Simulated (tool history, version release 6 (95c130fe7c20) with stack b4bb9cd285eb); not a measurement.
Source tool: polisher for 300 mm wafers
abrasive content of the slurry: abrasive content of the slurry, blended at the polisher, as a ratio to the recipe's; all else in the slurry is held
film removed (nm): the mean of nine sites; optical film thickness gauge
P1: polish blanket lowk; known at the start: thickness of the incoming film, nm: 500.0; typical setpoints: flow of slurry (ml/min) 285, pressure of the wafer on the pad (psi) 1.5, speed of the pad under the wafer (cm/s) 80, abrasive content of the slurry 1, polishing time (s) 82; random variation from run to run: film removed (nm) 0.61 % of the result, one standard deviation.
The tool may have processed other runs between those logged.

run  hour  flow of slurry (ml/min)  pressure of the wafer on the pad (psi)  speed of the pad under the wafer (cm/s)  abrasive content of the slurry  polishing time (s)  film removed (nm)
  1   4.2                      285                                     1.5                                       80                               1                  82             25.683
  2   6.8                      285                                     1.5                                       80                               1                  82             25.756
  3   9.7                      285                                     0.7                                       80                               1                  82              12.11
  4  14.4                      285                                     1.5                                       58                               1                  82             19.879
  5  17.9                      285                                     1.5                                       80                            0.65                  82             20.666
  6  20.3                      285                                     1.5                                       80                               1                  82             25.397
  7  22.6                      285                                     1.5                                       80                               1                  82              25.73
  8  25.4                      285                                     1.5                                       80                               1                  82             25.791
  9  27.6                      285                                     1.5                                       80                               1                  41             12.799
 10  31.1                      285                                     2.3                                       80                               1                 126             59.951
 11  35.8                      190                                     1.5                                       80                               1                  82             24.347
 12  38.2                      285                                     2.2                                       80                               1                  82             37.668
 13    42                      285                                     1.5                                       80                               1                  82             25.618
 14  46.5                      285                                     1.5                                       80                               1                  82             25.657
 15  49.9                      285                                     1.5                                       80                             1.3                  82             28.256
 16  53.1                      285                                     1.5                                       80                               1                 106             33.468
 17  55.7                      285                                     1.5                                      102                               1                  43             16.299
 18  58.9                      415                                     1.5                                       80                               1                  82               26.5
 19  61.5                      285                                     1.5                                      118                               1                  82             35.159
 20    64                      285                                     1.5                                       80                               1                  82             25.634
 21    68                      285                                     1.5                                       80                               1                  82             24.558
 22  71.4                      285                                     1.5                                       80                               1                  82             23.834
 23  76.4                      285                                     1.5                                       80                               1                  82              23.21
 24  78.9                      285                                     1.5                                       80                               1                  82             23.036
     81.7  -- conditioning disc replaced and pad reconditioned
 25  82.8                      285                                     1.5                                       80                               1                  82             22.765
     84.8  -- worn pad replaced by a new one
 26  87.6                      285                                     1.5                                       80                               1                  82             22.417
 27  90.9                      285                                     1.5                                       80                               1                  82             22.904
 28  93.5                      285                                     1.5                                       80                               1                  82             22.852

The output of P1 has drifted from where it used to be. Each of the 2 causes below, taken at the size shown beside it, accounts for the log equally well:
A: abrasive missing from the slurry, % = 22.8
B: head's pressure below its setpoint, % = 11.8
At approximately hour 64, the process output began to creep.
Each remaining cause and why it is not a fit:
removal rate lost through wear of the pad, %: maintenance at hour 84.8, after the shift began, did not return the process to its former output
slurry flow missing at the pad, %: 40 at the very most, moving film removed (nm) by -6 %, which is either too weak or the wrong sign
time polished since the conditioner stopped cutting, s: maintenance at hour 81.7, after the shift began, did not return the process to its former output

4 check runs are offered, each on 5 wafers whose results are averaged, their results left as question marks. Which one tells the causes apart?
check 1  96.1                      285                                     1.9                                       80                               1                  82                  ?
check 2  96.1                      285                                       1                                       80                               1                  82                  ?
check 3  96.1                      285                                     1.5                                       80                             0.7                  82                  ?
check 4  96.1                      365                                     1.5                                       80                               1                  82                  ?

How each check would come out, cause by cause:
  check             result    if A    if B
check 1  film removed (nm)  28.648  28.659
check 2  film removed (nm)  15.078  15.084
check 3  film removed (nm)  18.501  18.937
check 4  film removed (nm)  23.089  23.098
Gap, in per cent, between the two causes that each check separates least, read from the result that separates them most: check 1 0.04 %; check 2 0.04 %; check 3 2.33 %; check 4 0.04 %
Only check 3 tells the causes apart: in the others they would give nearly the same result.

Then check 3 was run and gave: film removed (nm) 18.481. Which cause is it?

A is the cause: abrasive missing from the slurry, %.
